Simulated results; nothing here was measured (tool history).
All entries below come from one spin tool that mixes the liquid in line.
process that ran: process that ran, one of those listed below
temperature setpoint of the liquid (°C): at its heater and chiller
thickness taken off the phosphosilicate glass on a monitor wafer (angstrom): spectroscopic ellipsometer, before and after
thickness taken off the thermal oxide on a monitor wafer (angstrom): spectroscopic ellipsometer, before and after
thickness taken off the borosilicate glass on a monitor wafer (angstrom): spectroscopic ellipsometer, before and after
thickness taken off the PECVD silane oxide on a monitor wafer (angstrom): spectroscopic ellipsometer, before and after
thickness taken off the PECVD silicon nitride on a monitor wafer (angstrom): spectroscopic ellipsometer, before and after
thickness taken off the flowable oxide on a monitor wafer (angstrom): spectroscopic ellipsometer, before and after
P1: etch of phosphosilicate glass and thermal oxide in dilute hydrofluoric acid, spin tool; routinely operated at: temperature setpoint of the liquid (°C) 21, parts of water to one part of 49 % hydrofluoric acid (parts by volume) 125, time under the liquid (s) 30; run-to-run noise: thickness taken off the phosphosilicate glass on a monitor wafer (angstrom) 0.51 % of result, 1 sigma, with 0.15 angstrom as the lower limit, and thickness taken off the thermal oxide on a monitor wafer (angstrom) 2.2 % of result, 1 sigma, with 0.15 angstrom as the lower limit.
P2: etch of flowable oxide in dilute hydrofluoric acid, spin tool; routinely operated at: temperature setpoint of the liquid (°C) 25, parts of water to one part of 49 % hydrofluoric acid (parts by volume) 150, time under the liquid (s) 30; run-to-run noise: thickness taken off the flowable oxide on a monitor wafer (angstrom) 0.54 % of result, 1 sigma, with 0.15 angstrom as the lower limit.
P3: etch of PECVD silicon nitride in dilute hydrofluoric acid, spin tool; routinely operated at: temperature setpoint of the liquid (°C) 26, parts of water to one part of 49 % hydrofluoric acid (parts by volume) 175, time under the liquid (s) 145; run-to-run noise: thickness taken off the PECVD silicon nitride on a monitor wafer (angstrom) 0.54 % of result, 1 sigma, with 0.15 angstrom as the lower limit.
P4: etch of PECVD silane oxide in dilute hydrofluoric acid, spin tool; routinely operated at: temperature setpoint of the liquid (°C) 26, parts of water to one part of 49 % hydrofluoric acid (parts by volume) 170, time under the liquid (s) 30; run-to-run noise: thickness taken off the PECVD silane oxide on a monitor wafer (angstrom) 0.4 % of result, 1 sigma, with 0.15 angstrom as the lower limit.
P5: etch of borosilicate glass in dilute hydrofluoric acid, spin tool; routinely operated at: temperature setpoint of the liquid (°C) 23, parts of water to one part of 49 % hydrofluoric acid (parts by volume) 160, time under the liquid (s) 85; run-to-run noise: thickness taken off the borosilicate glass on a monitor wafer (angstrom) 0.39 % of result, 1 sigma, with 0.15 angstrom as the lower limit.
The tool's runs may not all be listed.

| run | day | process that ran | temperature setpoint of the liquid (°C) | parts of water to one part of 49 % hydrofluoric acid (parts by volume) | time under the liquid (s) | thickness taken off the phosphosilicate glass on a monitor wafer (angstrom) | thickness taken off the thermal oxide on a monitor wafer (angstrom) | thickness taken off the borosilicate glass on a monitor wafer (angstrom) | thickness taken off the PECVD silane oxide on a monitor wafer (angstrom) | thickness taken off the PECVD silicon nitride on a monitor wafer (angstrom) | thickness taken off the flowable oxide on a monitor wafer (angstrom) |
|---|---|---|---|---|---|---|---|---|---|---|---|
| 1 | 0.308 | P1 | 21 | 125 | 30 | 213.83 | 9.6624 |  |  |  |  |
| 2 | 0.712 | P5 | 23 | 160 | 85 |  |  | 132.18 |  |  |  |
| 3 | 1.096 | P4 | 26 | 80 | 30 |  |  |  | 204.69 |  |  |
| 4 | 1.525 | P1 | 21 | 125 | 55 | 394.89 | 17.883 |  |  |  |  |
| 5 | 1.938 | P1 | 21 | 125 | 15 | 106.35 | 4.8582 |  |  |  |  |
| 6 | 2.425 | P1 | 21 | 125 | 30 | 212.25 | 10.219 |  |  |  |  |
| 7 | 2.904 | P1 | 21 | 220 | 30 | 110.04 | 5.0339 |  |  |  |  |
| 8 | 3.229 | P4 | 26 | 170 | 15 |  |  |  | 43.625 |  |  |
| 9 | 3.512 | P3 | 26 | 175 | 260 |  |  |  |  | 91.124 |  |
| 10 | 4.054 | P2 | 25 | 80 | 30 |  |  |  |  |  | 202.81 |
| 11 | 4.412 | P5 | 23 | 30 | 85 |  |  | 827.85 |  |  |  |
| 12 | 4.954 | P2 | 25 | 150 | 15 |  |  |  |  |  | 49.145 |
| 13 | 5.25 | P4 | 26 | 170 | 30 |  |  |  | 86.784 |  |  |
| 14 | 5.567 | P5 | 30 | 160 | 85 |  |  | 171.59 |  |  |  |
| 15 | 6.075 | P2 | 30 | 150 | 30 |  |  |  |  |  | 119.49 |
| 16 | 6.35 | P5 | 23 | 160 | 85 |  |  | 132.71 |  |  |  |
| 17 | 6.75 | P4 | 26 | 170 | 30 |  |  |  | 86.107 |  |  |
| 18 | 7.146 | P1 | 21 | 25 | 30 | 1196.1 | 57.947 |  |  |  |  |
| 19 | 7.679 | P5 | 23 | 160 | 160 |  |  | 248.43 |  |  |  |
| 20 | 8.171 | P3 | 26 | 175 | 145 |  |  |  |  | 51.337 |  |
| 21 | 8.596 | P3 | 26 | 275 | 145 |  |  |  |  | 32.335 |  |
| 22 | 9.196 | P3 | 34 | 175 | 145 |  |  |  |  | 82.299 |  |
| 23 | 9.567 | P1 | 17 | 125 | 30 | 181.19 | 8.306 |  |  |  |  |
| 24 | 9.867 | P1 | 21 | 125 | 30 | 211.82 | 9.4663 |  |  |  |  |
| 25 | 10.267 | P1 | 21 | 170 | 15 | 74.937 | 3.3249 |  |  |  |  |
| 26 | 10.671 | P1 | 27.5 | 125 | 60 | 550.15 | 24.91 |  |  |  |  |
| 27 | 11.288 | P3 | 26 | 175 | 145 |  |  |  |  | 50.523 |  |
| 28 | 11.717 | P4 | 19 | 170 | 30 |  |  |  | 66.466 |  |  |
| 29 | 12.296 | P2 | 25 | 150 | 30 |  |  |  |  |  | 99.281 |
| 30 | 12.617 | P1 | 26 | 125 | 30 | 258.97 | 12.27 |  |  |  |  |
| 31 | 13 | P1 | 21 | 125 | 30 | 214.14 | 9.4471 |  |  |  |  |
| 32 | 13.275 | P1 | 21 | 125 | 30 | 212.59 | 10.228 |  |  |  |  |
| 33 | 13.788 | P1 | 21 | 125 | 30 | 212.8 | 9.6315 |  |  |  |  |
| 34 | 14.296 | P1 | 21 | 125 | 30 | 221.86 | 10.332 |  |  |  |  |
| 35 | 14.75 | P1 | 21 | 125 | 30 | 226.78 | 10.334 |  |  |  |  |
| 36 | 15.304 | P1 | 21 | 125 | 30 | 229.14 | 10.566 |  |  |  |  |
| 37 | 15.767 | P1 | 21 | 125 | 30 | 228.3 | 10.665 |  |  |  |  |
| 38 | 16.308 | P1 | 21 | 125 | 30 | 228.55 | 11.335 |  |  |  |  |
| 39 | 16.767 | P1 | 21 | 125 | 30 | 230.47 | 10.157 |  |  |  |  |
| 40 | 17.321 | P1 | 21 | 125 | 30 | 229.78 | 10.596 |  |  |  |  |

What P1 gives has crept away from where it was. These 2 causes fit the log equally well, each at the size given:
A: liquid hotter than its thermometer reads (K) = 1.96
B: hydrofluoric acid flow above the setpoint (%) = 7.07
Creep in the process output first set in at about day 13.788.

Listed below are the offered check runs, one wafer per run, with question marks in place of results. For which of them would the causes give clearly different outcomes?
| check 1 | 17.875 | P4 | 26 | 170 | 30 |  |  |  | ? |  |  |
| check 2 | 17.875 | P2 | 25 | 150 | 30 |  |  |  |  |  | ? |
| check 3 | 17.875 | P3 | 26 | 175 | 145 |  |  |  |  | ? |  |
| check 4 | 17.875 | P5 | 23 | 160 | 85 |  |  | ? |  |  |  |

If the cause were each of the candidates in turn, the checks would give the following:
| check | result | if A | if B |
|---|---|---|---|
| check 1 | thickness taken off the PECVD silane oxide on a monitor wafer (angstrom) | 93.257 | 94.187 |
| check 2 | thickness taken off the flowable oxide on a monitor wafer (angstrom) | 106.61 | 107.31 |
| check 3 | thickness taken off the PECVD silicon nitride on a monitor wafer (angstrom) | 57.573 | 54.568 |
| check 4 | thickness taken off the borosilicate glass on a monitor wafer (angstrom) | 142.71 | 143.52 |
Per check, the gap between the least separated pair of causes, taken in the result that splits them most: check 1 0.99 %; check 2 0.65 %; check 3 5.36 %; check 4 0.56 %
Of the check runs offered, only check 3 discriminates between the causes; the rest would read about the same regardless of which cause applies.

Check 3 was then run and gave: thickness taken off the PECVD silicon nitride on a monitor wafer (angstrom) 57.414. Which cause is it?

It was cause A: liquid hotter than its thermometer reads (K).
